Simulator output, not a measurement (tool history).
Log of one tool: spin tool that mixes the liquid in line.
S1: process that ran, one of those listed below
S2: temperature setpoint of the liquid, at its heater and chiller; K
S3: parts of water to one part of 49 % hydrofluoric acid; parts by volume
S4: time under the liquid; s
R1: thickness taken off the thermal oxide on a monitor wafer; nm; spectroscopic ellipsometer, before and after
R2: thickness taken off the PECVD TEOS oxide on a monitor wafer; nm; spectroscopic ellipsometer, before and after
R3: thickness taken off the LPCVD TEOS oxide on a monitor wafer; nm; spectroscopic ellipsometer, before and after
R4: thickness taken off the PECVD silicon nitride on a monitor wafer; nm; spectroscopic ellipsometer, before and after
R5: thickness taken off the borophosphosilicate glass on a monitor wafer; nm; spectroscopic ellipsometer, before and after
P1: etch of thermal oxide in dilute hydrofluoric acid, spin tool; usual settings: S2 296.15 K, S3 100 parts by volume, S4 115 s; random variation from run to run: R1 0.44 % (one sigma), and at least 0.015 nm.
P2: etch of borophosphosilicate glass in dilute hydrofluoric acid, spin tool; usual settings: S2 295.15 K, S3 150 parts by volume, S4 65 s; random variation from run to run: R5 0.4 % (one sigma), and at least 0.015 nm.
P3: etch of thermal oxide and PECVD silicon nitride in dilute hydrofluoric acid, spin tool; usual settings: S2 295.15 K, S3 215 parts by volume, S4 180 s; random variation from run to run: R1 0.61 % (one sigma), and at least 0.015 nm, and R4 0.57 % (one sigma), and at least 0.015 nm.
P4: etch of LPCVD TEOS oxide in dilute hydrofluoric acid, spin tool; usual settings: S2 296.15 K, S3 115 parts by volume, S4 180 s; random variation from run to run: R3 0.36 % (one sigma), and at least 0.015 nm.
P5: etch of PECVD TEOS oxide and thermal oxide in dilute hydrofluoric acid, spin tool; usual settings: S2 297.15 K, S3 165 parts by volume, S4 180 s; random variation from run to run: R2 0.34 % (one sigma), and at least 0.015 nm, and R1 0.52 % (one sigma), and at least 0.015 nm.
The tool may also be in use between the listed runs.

Run 1, day 0.279: S1 P1, S2 296.15 K, S3 100 parts by volume, S4 115 s. Result: R1 5.12520 nm.
Run 2, day 0.467: S1 P5, S2 297.15 K, S3 165 parts by volume, S4 15 s. Result: R1 0.41551 nm, R2 0.74001 nm.
Run 3, day 0.600: S1 P4, S2 302.65 K, S3 115 parts by volume, S4 180 s. Result: R3 31.1610 nm.
Run 4, day 0.858: S1 P4, S2 296.15 K, S3 65 parts by volume, S4 180 s. Result: R3 45.9090 nm.
Run 5, day 1.142: S1 P5, S2 297.15 K, S3 165 parts by volume, S4 180 s. Result: R1 5.07000 nm, R2 8.95140 nm.
Run 6, day 1.425: S1 P1, S2 304.15 K, S3 100 parts by volume, S4 175 s. Result: R1 10.54600 nm.
Run 7, day 1.554: S1 P3, S2 295.15 K, S3 365 parts by volume, S4 180 s. Result: R1 1.69920 nm, R4 2.1990 nm.
Run 8, day 1.712: S1 P1, S2 290.15 K, S3 100 parts by volume, S4 115 s. Result: R1 3.94610 nm.
Run 9, day 2.000: S1 P1, S2 296.15 K, S3 100 parts by volume, S4 45 s. Result: R1 1.96740 nm.
Run 10, day 2.192: S1 P1, S2 296.15 K, S3 100 parts by volume, S4 200 s. Result: R1 8.89970 nm.
Run 11, day 2.471: S1 P1, S2 296.15 K, S3 100 parts by volume, S4 115 s. Result: R1 5.10890 nm.
Run 12, day 2.742: S1 P1, S2 301.15 K, S3 100 parts by volume, S4 115 s. Result: R1 6.15910 nm.
Run 13, day 2.908: S1 P3, S2 299.15 K, S3 215 parts by volume, S4 180 s. Result: R1 3.79450 nm, R4 4.7132 nm.
Run 14, day 3.062: S1 P1, S2 296.15 K, S3 160 parts by volume, S4 115 s. Result: R1 2.98380 nm.
Run 15, day 3.254: S1 P1, S2 296.15 K, S3 100 parts by volume, S4 115 s. Result: R1 5.08400 nm.
Run 16, day 3.417: S1 P3, S2 295.15 K, S3 215 parts by volume, S4 345 s. Result: R1 6.27760 nm, R4 7.0876 nm.
Run 17, day 3.679: S1 P2, S2 295.15 K, S3 55 parts by volume, S4 65 s. Result: R5 29.9230 nm.
Run 18, day 3.883: S1 P4, S2 296.15 K, S3 115 parts by volume, S4 180 s. Result: R3 24.3350 nm.
Run 19, day 4.012: S1 P5, S2 303.15 K, S3 165 parts by volume, S4 180 s. Result: R1 6.38600 nm, R2 11.11000 nm.
Run 20, day 4.188: S1 P1, S2 296.15 K, S3 100 parts by volume, S4 115 s. Result: R1 5.09590 nm.
Run 21, day 4.375: S1 P1, S2 296.15 K, S3 100 parts by volume, S4 115 s. Result: R1 5.08080 nm.
Run 22, day 4.571: S1 P1, S2 296.15 K, S3 65 parts by volume, S4 65 s. Result: R1 4.58490 nm.
Run 23, day 4.808: S1 P4, S2 296.15 K, S3 115 parts by volume, S4 15 s. Result: R3 2.0153 nm.
Run 24, day 5.083: S1 P2, S2 302.65 K, S3 150 parts by volume, S4 65 s. Result: R5 13.0970 nm.
Run 25, day 5.288: S1 P4, S2 296.15 K, S3 115 parts by volume, S4 180 s. Result: R3 24.3070 nm.
Run 26, day 5.438: S1 P2, S2 295.15 K, S3 150 parts by volume, S4 65 s. Result: R5 9.8715 nm.
Run 27, day 5.683: S1 P2, S2 295.15 K, S3 150 parts by volume, S4 115 s. Result: R5 17.5680 nm.
Run 28, day 5.904: S1 P3, S2 295.15 K, S3 215 parts by volume, S4 180 s. Result: R1 3.24770 nm, R4 3.6582 nm.
Run 29, day 6.117: S1 P1, S2 296.15 K, S3 40 parts by volume, S4 115 s. Result: R1 13.78400 nm.
Run 30, day 6.279: S1 P5, S2 297.15 K, S3 85 parts by volume, S4 180 s. Result: R1 10.86200 nm, R2 19.00100 nm.
Run 31, day 6.475: S1 P3, S2 295.15 K, S3 215 parts by volume, S4 180 s. Result: R1 3.25880 nm, R4 3.7097 nm.
Run 32, day 6.600: S1 P1, S2 296.15 K, S3 100 parts by volume, S4 115 s. Result: R1 5.10940 nm.
Run 33, day 6.821: S1 P1, S2 296.15 K, S3 100 parts by volume, S4 115 s. Result: R1 4.84200 nm.
Run 34, day 6.975: S1 P1, S2 296.15 K, S3 100 parts by volume, S4 115 s. Result: R1 4.77190 nm.
Run 35, day 7.179: S1 P1, S2 296.15 K, S3 100 parts by volume, S4 115 s. Result: R1 4.73780 nm.
Run 36, day 7.338: S1 P1, S2 296.15 K, S3 100 parts by volume, S4 115 s. Result: R1 4.62550 nm.
Run 37, day 7.571: S1 P1, S2 296.15 K, S3 100 parts by volume, S4 115 s. Result: R1 4.63870 nm.
Run 38, day 7.829: S1 P1, S2 296.15 K, S3 100 parts by volume, S4 115 s. Result: R1 4.67310 nm.

What P1 gives has crept away from where it was. These 2 causes fit the log equally well, each at the size given:
A: liquid colder than its thermometer reads (K) = 2.13
B: hydrofluoric acid flow below the setpoint (%) = 7.36
The creep began at about day 6.600.

4 check runs are offered, one wafer each, their results left as question marks. Which one tells the causes apart?
Run check 1, day 8.088: S1 P5, S2 297.15 K, S3 165 parts by volume, S4 180 s. Result: R1 ?, R2 ?.
Run check 2, day 8.088: S1 P4, S2 296.15 K, S3 115 parts by volume, S4 180 s. Result: R3 ?.
Run check 3, day 8.088: S1 P2, S2 295.15 K, S3 150 parts by volume, S4 65 s. Result: R5 ?.
Run check 4, day 8.088: S1 P3, S2 295.15 K, S3 215 parts by volume, S4 180 s. Result: R1 ?, R4 ?.

What each check would give under each cause:
  check  result     if A     if B
check 1      R1  4.67950  4.63510
check 1      R2  8.17900  8.10120
check 2      R3  22.3920  22.3460
check 3      R5   9.0597   9.0109
check 4      R1  3.02060  2.98200
check 4      R4   3.2119   3.4205
How far apart the two closest causes lie, in the result that separates them most: check 1 0.95 %; check 2 0.2 %; check 3 0.54 %; check 4 6.29 %
Only check 4 tells the causes apart: in the others they would give nearly the same result.

Then check 4 was run and gave: R1 3.01200 nm; R4 3.2160 nm. Which cause is it?

It is A: liquid colder than its thermometer reads (K).

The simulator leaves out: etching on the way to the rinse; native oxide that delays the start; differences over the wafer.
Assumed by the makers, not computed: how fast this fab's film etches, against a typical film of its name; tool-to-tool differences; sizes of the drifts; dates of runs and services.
